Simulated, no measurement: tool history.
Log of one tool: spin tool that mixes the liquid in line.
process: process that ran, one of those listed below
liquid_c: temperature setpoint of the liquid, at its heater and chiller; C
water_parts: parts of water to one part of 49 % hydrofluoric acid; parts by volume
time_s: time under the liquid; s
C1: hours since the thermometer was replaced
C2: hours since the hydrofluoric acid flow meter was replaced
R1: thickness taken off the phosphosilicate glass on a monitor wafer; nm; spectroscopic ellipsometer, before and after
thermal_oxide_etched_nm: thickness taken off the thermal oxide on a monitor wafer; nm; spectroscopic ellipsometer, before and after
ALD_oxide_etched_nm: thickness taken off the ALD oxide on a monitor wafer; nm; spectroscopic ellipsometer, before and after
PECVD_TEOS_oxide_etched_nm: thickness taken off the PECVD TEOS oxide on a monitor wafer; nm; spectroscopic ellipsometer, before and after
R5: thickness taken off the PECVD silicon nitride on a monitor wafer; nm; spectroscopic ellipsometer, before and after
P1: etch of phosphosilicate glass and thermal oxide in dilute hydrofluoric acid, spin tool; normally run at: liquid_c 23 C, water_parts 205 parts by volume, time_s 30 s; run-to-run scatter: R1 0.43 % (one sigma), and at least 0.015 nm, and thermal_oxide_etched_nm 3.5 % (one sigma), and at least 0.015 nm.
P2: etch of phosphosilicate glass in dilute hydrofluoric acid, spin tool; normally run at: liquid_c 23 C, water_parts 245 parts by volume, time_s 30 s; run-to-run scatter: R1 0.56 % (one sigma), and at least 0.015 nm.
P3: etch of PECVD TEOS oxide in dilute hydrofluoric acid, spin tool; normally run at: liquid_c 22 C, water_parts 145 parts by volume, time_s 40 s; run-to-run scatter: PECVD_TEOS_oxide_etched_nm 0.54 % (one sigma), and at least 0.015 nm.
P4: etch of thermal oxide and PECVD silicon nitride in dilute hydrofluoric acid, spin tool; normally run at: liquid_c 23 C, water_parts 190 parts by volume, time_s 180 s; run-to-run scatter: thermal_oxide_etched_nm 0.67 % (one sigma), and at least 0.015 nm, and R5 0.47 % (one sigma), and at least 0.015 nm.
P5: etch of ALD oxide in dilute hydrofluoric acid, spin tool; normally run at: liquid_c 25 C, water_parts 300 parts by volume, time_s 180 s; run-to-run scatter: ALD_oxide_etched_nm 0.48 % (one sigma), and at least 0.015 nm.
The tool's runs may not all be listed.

run 1 hour=17.1 | process=P1 liquid_c=23 water_parts=205 time_s=30 | C1=413.4 C2=683.1 | R1=13.307 thermal_oxide_etched_nm=0.56558
run 2 hour=26.9 | process=P1 liquid_c=23 water_parts=205 time_s=15 | C1=423.2 C2=692.9 | R1=6.6334 thermal_oxide_etched_nm=0.27495
run 3 hour=37.1 | process=P1 liquid_c=27 water_parts=205 time_s=45 | C1=433.4 C2=703.1 | R1=23.108 thermal_oxide_etched_nm=1.0341
run 4 hour=46.1 | process=P1 liquid_c=23 water_parts=95 time_s=30 | C1=442.4 C2=712.1 | R1=32.658 thermal_oxide_etched_nm=1.4751
run 5 hour=63.9 | process=P2 liquid_c=23 water_parts=245 time_s=30 | C1=460.2 C2=729.9 | R1=7.413
run 6 hour=72.2 | process=P1 liquid_c=17 water_parts=300 time_s=30 | C1=468.5 C2=738.2 | R1=6.6583 thermal_oxide_etched_nm=0.32844
run 7 hour=84.6 | process=P2 liquid_c=19 water_parts=245 time_s=30 | C1=480.9 C2=750.6 | R1=6.3913
run 8 hour=96.2 | process=P5 liquid_c=29.5 water_parts=300 time_s=180 | C1=492.5 C2=762.2 | ALD_oxide_etched_nm=7.3088
run 9 hour=104.2 | process=P5 liquid_c=25 water_parts=300 time_s=180 | C1=500.5 C2=770.2 | ALD_oxide_etched_nm=6.27
run 10 hour=118 | process=P1 liquid_c=31 water_parts=205 time_s=30 | C1=514.3 C2=784 | R1=17.723 thermal_oxide_etched_nm=0.72727
run 11 hour=125.8 | process=P5 liquid_c=25 water_parts=300 time_s=15 | C1=522.1 C2=791.8 | ALD_oxide_etched_nm=0.51731
run 12 hour=142.8 | process=P1 liquid_c=17 water_parts=205 time_s=30 | C1=539.1 C2=808.8 | R1=10.576 thermal_oxide_etched_nm=0.46954
run 13 hour=160.5 | process=P3 liquid_c=22 water_parts=215 time_s=40 | C1=556.8 C2=826.5 | PECVD_TEOS_oxide_etched_nm=2.6072
run 14 hour=177.3 | process=P1 liquid_c=23 water_parts=350 time_s=30 | C1=573.6 C2=843.3 | R1=6.7441 thermal_oxide_etched_nm=0.27487
run 15 hour=192.1 | process=P2 liquid_c=23 water_parts=245 time_s=30 | C1=588.4 C2=858.1 | R1=7.521
run 16 hour=202.5 | process=P4 liquid_c=23 water_parts=190 time_s=180 | C1=598.8 C2=868.5 | thermal_oxide_etched_nm=4.0273 R5=5.2891
run 17 hour=212.3 | process=P1 liquid_c=23 water_parts=205 time_s=30 | C1=608.6 C2=878.3 | R1=13.357 thermal_oxide_etched_nm=0.57052
run 18 hour=224.3 | process=P3 liquid_c=22 water_parts=145 time_s=40 | C1=620.6 C2=890.3 | PECVD_TEOS_oxide_etched_nm=4.0853
run 19 hour=233.5 | process=P4 liquid_c=17.5 water_parts=190 time_s=180 | C1=629.8 C2=899.5 | thermal_oxide_etched_nm=3.2468 R5=3.6549
run 20 hour=242 | process=P4 liquid_c=23 water_parts=190 time_s=180 | C1=638.3 C2=908 | thermal_oxide_etched_nm=4.0099 R5=5.298
run 21 hour=250.3 | process=P4 liquid_c=23 water_parts=285 time_s=180 | C1=646.6 C2=916.3 | thermal_oxide_etched_nm=2.4469 R5=3.5072
run 22 hour=267.3 | process=P3 liquid_c=29 water_parts=145 time_s=40 | C1=663.6 C2=933.3 | PECVD_TEOS_oxide_etched_nm=5.3125
run 23 hour=281.4 | process=P5 liquid_c=25 water_parts=525 time_s=180 | C1=677.7 C2=947.4 | ALD_oxide_etched_nm=2.9379
run 24 hour=291.5 | process=P3 liquid_c=22 water_parts=145 time_s=15 | C1=687.8 C2=957.5 | PECVD_TEOS_oxide_etched_nm=1.5246
run 25 hour=306.5 | process=P1 liquid_c=23 water_parts=205 time_s=30 | C1=702.8 C2=972.5 | R1=13.364 thermal_oxide_etched_nm=0.57626
run 26 hour=318 | process=P2 liquid_c=23 water_parts=360 time_s=30 | C1=714.3 C2=984 | R1=4.569
run 27 hour=327.3 | process=P1 liquid_c=23 water_parts=205 time_s=60 | C1=723.6 C2=993.3 | R1=26.865 thermal_oxide_etched_nm=1.1676
run 28 hour=338.5 | process=P1 liquid_c=23 water_parts=205 time_s=30 | C1=734.8 C2=1004.5 | R1=13.351 thermal_oxide_etched_nm=0.64753
run 29 hour=347.1 | process=P4 liquid_c=23 water_parts=190 time_s=325 | C1=743.4 C2=1013.1 | thermal_oxide_etched_nm=7.1678 R5=9.471
run 30 hour=355.4 | process=P2 liquid_c=23 water_parts=245 time_s=45 | C1=751.7 C2=1021.4 | R1=11.246
run 31 hour=366.9 | process=P1 liquid_c=23 water_parts=205 time_s=30 | C1=763.2 C2=1032.9 | R1=13.424 thermal_oxide_etched_nm=0.5655
run 32 hour=379.5 | process=P1 liquid_c=23 water_parts=205 time_s=30 | C1=775.8 C2=1045.5 | R1=13.298 thermal_oxide_etched_nm=0.59686
run 33 hour=387.6 | process=P1 liquid_c=23 water_parts=205 time_s=30 | C1=783.9 C2=1053.6 | R1=13.457 thermal_oxide_etched_nm=0.56025
run 34 hour=401.7 | process=P1 liquid_c=23 water_parts=205 time_s=30 | C1=798 C2=1067.7 | R1=13.765 thermal_oxide_etched_nm=0.65359
run 35 hour=409.6 | process=P1 liquid_c=23 water_parts=205 time_s=30 | C1=805.9 C2=1075.6 | R1=13.818 thermal_oxide_etched_nm=0.64845
run 36 hour=426.3 | process=P1 liquid_c=23 water_parts=205 time_s=30 | C1=822.6 C2=1092.3 | R1=14.001 thermal_oxide_etched_nm=0.6258
run 37 hour=440.3 | process=P1 liquid_c=23 water_parts=205 time_s=30 | C1=836.6 C2=1106.3 | R1=13.99 thermal_oxide_etched_nm=0.63778
run 38 hour=456.5 | process=P1 liquid_c=23 water_parts=205 time_s=30 | C1=852.8 C2=1122.5 | R1=13.996 thermal_oxide_etched_nm=0.59667
run 39 hour=468.2 | process=P1 liquid_c=23 water_parts=205 time_s=30 | C1=864.5 C2=1134.2 | R1=14.114 thermal_oxide_etched_nm=0.60586
run 40 hour=478.4 | process=P1 liquid_c=23 water_parts=205 time_s=30 | C1=874.7 C2=1144.4 | R1=14.154 thermal_oxide_etched_nm=0.62851
run 41 hour=496.3 | process=P1 liquid_c=23 water_parts=205 time_s=30 | C1=892.6 C2=1162.3 | R1=14.128 thermal_oxide_etched_nm=0.60302
run 42 hour=505.9 | process=P1 liquid_c=23 water_parts=205 time_s=30 | C1=902.2 C2=1171.9 | R1=14.112 thermal_oxide_etched_nm=0.58949
run 43 hour=519.4 | process=P1 liquid_c=23 water_parts=205 time_s=30 | C1=915.7 C2=1185.4 | R1=14.178 thermal_oxide_etched_nm=0.65208

What P1 gives has crept away from where it was. These 2 causes fit the log equally well, each at the size given:
A: hydrofluoric acid flow above the setpoint (%) = 4.81
B: liquid hotter than its thermometer reads (K) = 1.55
The creep began at about hour 379.5.

4 check runs are offered, one wafer each, their results left as question marks. Which one tells the causes apart?
run check 1 hour=532.9 | process=P5 liquid_c=25 water_parts=300 time_s=180 | ALD_oxide_etched_nm=?
run check 2 hour=532.9 | process=P3 liquid_c=22 water_parts=145 time_s=40 | PECVD_TEOS_oxide_etched_nm=?
run check 3 hour=532.9 | process=P4 liquid_c=23 water_parts=190 time_s=180 | thermal_oxide_etched_nm=? R5=?
run check 4 hour=532.9 | process=P2 liquid_c=23 water_parts=245 time_s=30 | R1=?

What each check would give under each cause:
check=check_1 result=ALD_oxide_etched_nm if_A=6.6605 if_B=6.6068
check=check_2 result=PECVD_TEOS_oxide_etched_nm if_A=4.3185 if_B=4.3441
check=check_3 result=thermal_oxide_etched_nm if_A=4.2397 if_B=4.2461
check=check_3 result=R5 if_A=5.4932 if_B=5.7883
check=check_4 result=R1 if_A=7.9426 if_B=7.9228
How far apart the two closest causes lie, in the result that separates them most: check 1 0.81 %; check 2 0.59 %; check 3 5.23 %; check 4 0.25 %
Only check 3 tells the causes apart: in the others they would give nearly the same result.

Then check 3 was run and gave: thermal_oxide_etched_nm 4.3006 nm; R5 5.7638 nm. Which cause is it?

It is B: liquid hotter than its thermometer reads (K).
